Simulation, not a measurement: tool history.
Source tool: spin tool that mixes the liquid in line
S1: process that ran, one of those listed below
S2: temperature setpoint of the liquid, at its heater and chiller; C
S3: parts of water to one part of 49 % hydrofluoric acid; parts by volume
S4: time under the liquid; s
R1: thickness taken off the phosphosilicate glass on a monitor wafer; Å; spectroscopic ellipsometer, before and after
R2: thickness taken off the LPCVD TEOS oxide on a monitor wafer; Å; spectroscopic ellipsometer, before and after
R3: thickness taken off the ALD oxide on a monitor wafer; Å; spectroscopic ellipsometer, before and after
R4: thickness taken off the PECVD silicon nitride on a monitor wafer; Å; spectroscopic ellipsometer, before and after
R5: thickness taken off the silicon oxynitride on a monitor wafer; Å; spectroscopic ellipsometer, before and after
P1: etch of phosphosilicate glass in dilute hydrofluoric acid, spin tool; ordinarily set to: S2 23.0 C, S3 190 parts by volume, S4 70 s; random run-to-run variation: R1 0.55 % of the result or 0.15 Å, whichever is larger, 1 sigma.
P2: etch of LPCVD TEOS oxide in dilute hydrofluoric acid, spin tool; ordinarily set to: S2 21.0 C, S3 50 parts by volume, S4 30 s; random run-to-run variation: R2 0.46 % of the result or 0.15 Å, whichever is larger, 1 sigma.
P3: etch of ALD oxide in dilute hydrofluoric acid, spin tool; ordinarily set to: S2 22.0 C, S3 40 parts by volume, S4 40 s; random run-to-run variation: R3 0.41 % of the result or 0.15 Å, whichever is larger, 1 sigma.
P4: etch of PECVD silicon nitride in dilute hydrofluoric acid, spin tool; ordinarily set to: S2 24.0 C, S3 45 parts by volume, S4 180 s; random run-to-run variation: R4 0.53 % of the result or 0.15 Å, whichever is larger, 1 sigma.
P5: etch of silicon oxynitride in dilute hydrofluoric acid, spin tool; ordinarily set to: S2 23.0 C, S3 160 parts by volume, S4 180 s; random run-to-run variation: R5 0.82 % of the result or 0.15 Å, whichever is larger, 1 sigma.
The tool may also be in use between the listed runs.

run,hour,S1,S2,S3,S4,R1,R2,R3,R4,R5
1,9.0,P1,23.0,190,70,236.070,,,,
2,18.2,P2,27.5,50,30,,221.500,,,
3,32.1,P3,30.0,40,40,,,133.090,,
4,46.0,P1,23.0,190,135,460.190,,,,
5,56.2,P4,24.0,45,180,,,,227.46,
6,70.2,P4,24.0,65,180,,,,161.22,
7,82.0,P5,23.0,255,180,,,,,15.048
8,91.7,P1,31.0,305,70,174.080,,,,
9,100.6,P1,17.0,190,70,189.960,,,,
10,108.8,P5,23.0,160,180,,,,,25.711
11,117.7,P5,23.0,160,340,,,,,48.094
12,128.4,P1,23.0,190,70,237.530,,,,
13,138.2,P1,23.0,335,70,117.640,,,,
14,152.9,P4,20.0,45,180,,,,175.30,
15,167.3,P3,22.0,40,40,,,96.190,,
16,176.1,P3,22.0,65,40,,,57.126,,
17,184.2,P5,23.0,160,180,,,,,25.772
18,196.3,P1,23.0,75,70,684.570,,,,
19,207.1,P2,21.0,50,30,,170.370,,,
20,216.4,P5,28.5,160,180,,,,,32.195
21,225.5,P1,29.0,190,70,292.780,,,,
22,234.7,P4,24.0,45,15,,,,19.22,
23,241.8,P3,22.0,40,15,,,36.020,,
24,256.5,P1,30.0,105,70,616.820,,,,
25,265.1,P1,23.0,190,70,236.370,,,,
26,280.2,P2,21.0,50,15,,84.952,,,
27,287.8,P2,21.0,70,30,,119.060,,,
28,296.8,P1,23.0,190,70,236.470,,,,
29,305.4,P1,23.0,190,25,83.549,,,,
# hour 309.6: hydrofluoric acid flow meter replaced
30,313.0,P1,23.0,190,70,237.400,,,,
31,327.6,P1,28.5,70,70,907.890,,,,
32,337.4,P3,22.0,40,40,,,95.198,,
33,350.8,P1,23.0,190,70,235.860,,,,
34,358.0,P4,24.0,45,180,,,,230.02,

Run 35, settings as shown, results not yet in. Your forecast:
35,367.3,P1,23.0,190,70,?,,,,

R1: 238.410 Å
